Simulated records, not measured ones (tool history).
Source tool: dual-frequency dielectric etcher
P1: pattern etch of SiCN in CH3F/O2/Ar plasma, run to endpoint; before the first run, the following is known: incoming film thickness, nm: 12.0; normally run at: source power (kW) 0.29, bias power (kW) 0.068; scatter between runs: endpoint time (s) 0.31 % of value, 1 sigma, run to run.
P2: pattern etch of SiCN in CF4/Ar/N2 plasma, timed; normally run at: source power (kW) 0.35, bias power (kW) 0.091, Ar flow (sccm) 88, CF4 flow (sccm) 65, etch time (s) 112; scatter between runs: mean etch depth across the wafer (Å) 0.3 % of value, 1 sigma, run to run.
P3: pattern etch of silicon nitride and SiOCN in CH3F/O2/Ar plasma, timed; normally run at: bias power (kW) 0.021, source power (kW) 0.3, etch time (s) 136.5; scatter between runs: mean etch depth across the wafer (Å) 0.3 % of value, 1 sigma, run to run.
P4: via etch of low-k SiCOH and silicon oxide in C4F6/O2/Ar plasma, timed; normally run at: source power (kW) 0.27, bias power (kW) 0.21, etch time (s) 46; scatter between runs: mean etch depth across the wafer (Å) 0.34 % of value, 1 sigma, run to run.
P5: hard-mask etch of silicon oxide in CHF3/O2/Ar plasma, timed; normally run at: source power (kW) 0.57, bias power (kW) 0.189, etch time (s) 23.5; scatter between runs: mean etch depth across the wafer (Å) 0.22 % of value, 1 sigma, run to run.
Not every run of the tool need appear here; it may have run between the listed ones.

| run | day | process that ran | source power (kW) | bias power (kW) | etch time (s) | Ar flow (sccm) | CF4 flow (sccm) | hours since the last wet clean | hours since the last source power generator calibration | hours since the last bias power generator calibration | endpoint time (s) | mean etch depth across the wafer (Å) |
|---|---|---|---|---|---|---|---|---|---|---|---|---|
| 1 | 0.504 | P1 | 0.29 | 0.068 |  |  |  | 458.2 | 1194 | 197.5 | 36.769 |  |
| 2 | 1.104 | P1 | 0.29 | 0.068 |  |  |  | 472.6 | 1208.4 | 211.9 | 36.644 |  |
| 3 | 1.496 | P4 | 0.27 | 0.131 | 46 |  |  | 482 | 1217.8 | 221.3 |  | 944.98 |
| 4 | 1.875 | P2 | 0.35 | 0.091 | 136.5 | 88 | 65 | 491.1 | 1226.9 | 230.4 |  | 1052.8 |
| 5 | 2.488 | P1 | 0.29 | 0.068 |  |  |  | 505.8 | 1241.6 | 245.1 | 36.592 |  |
| 6 | 2.858 | P1 | 0.29 | 0.085 |  |  |  | 514.7 | 1250.5 | 254 | 33.715 |  |
| 7 | 3.475 | P1 | 0.29 | 0.068 |  |  |  | 529.5 | 1265.3 | 268.8 | 36.536 |  |
|  | 3.988 | wet clean of the chamber |
| 8 | 4.033 | P3 | 0.38 | 0.021 | 136.5 |  |  | 1.2 | 1278.7 | 282.2 |  | 180.29 |
|  | 4.092 | source power generator calibrated |
| 9 | 4.683 | P3 | 0.3 | 0.021 | 185 |  |  | 16.8 | 14.3 | 297.8 |  | 225.32 |
| 10 | 5.242 | P1 | 0.29 | 0.068 |  |  |  | 30.2 | 27.7 | 311.2 | 36.685 |  |
| 11 | 5.758 | P2 | 0.35 | 0.06 | 112 | 88 | 65 | 42.6 | 40.1 | 323.6 |  | 747.05 |
| 12 | 6.258 | P4 | 0.27 | 0.21 | 60 |  |  | 54.6 | 52.1 | 335.6 |  | 1426 |
| 13 | 6.667 | P1 | 0.22 | 0.068 |  |  |  | 64.4 | 61.9 | 345.4 | 40.757 |  |
| 14 | 7.338 | P1 | 0.39 | 0.068 |  |  |  | 80.5 | 78 | 361.5 | 32.644 |  |
| 15 | 7.867 | P5 | 0.74 | 0.189 | 23.5 |  |  | 93.2 | 90.7 | 374.2 |  | 518.63 |
| 16 | 8.504 | P3 | 0.3 | 0.016 | 136.5 |  |  | 108.5 | 106 | 389.5 |  | 147.53 |
| 17 | 9.004 | P3 | 0.3 | 0.021 | 136.5 |  |  | 120.5 | 118 | 401.5 |  | 166.8 |
| 18 | 9.408 | P5 | 0.57 | 0.189 | 23.5 |  |  | 130.2 | 127.7 | 411.2 |  | 469.05 |
| 19 | 9.925 | P1 | 0.29 | 0.068 |  |  |  | 142.6 | 140.1 | 423.6 | 36.57 |  |
| 20 | 10.308 | P4 | 0.37 | 0.21 | 46 |  |  | 151.8 | 149.3 | 432.8 |  | 1238.8 |
| 21 | 10.742 | P5 | 0.57 | 0.125 | 23.5 |  |  | 162.2 | 159.7 | 443.2 |  | 409.13 |
| 22 | 11.183 | P2 | 0.35 | 0.091 | 112 | 88 | 65 | 172.8 | 170.3 | 453.8 |  | 866.88 |
| 23 | 11.729 | P1 | 0.29 | 0.068 |  |  |  | 185.9 | 183.4 | 466.9 | 36.787 |  |
| 24 | 12.325 | P2 | 0.25 | 0.091 | 112 | 88 | 65 | 200.2 | 197.7 | 481.2 |  | 644.01 |
| 25 | 12.946 | P2 | 0.35 | 0.091 | 112 | 56 | 65 | 215.1 | 212.6 | 496.1 |  | 916.09 |
| 26 | 13.367 | P1 | 0.29 | 0.041 |  |  |  | 225.2 | 222.7 | 506.2 | 43.617 |  |
| 27 | 13.829 | P2 | 0.35 | 0.091 | 112 | 88 | 41 | 236.3 | 233.8 | 517.3 |  | 814.9 |
| 28 | 14.525 | P5 | 0.57 | 0.189 | 13 |  |  | 253 | 250.5 | 534 |  | 259.99 |
| 29 | 14.867 | P4 | 0.27 | 0.21 | 46 |  |  | 261.2 | 258.7 | 542.2 |  | 1094.2 |
| 30 | 15.579 | P1 | 0.19 | 0.088 |  |  |  | 278.3 | 275.8 | 559.3 | 38.664 |  |
| 31 | 16.242 | P1 | 0.29 | 0.068 |  |  |  | 294.2 | 291.7 | 575.2 | 36.599 |  |

What does the tool deliver on the next run?
| 32 | 16.946 | P1 | 0.29 | 0.068 |  |  |  | 311.1 | 308.6 | 592.1 | ? |  |

endpoint time (s): 36.312
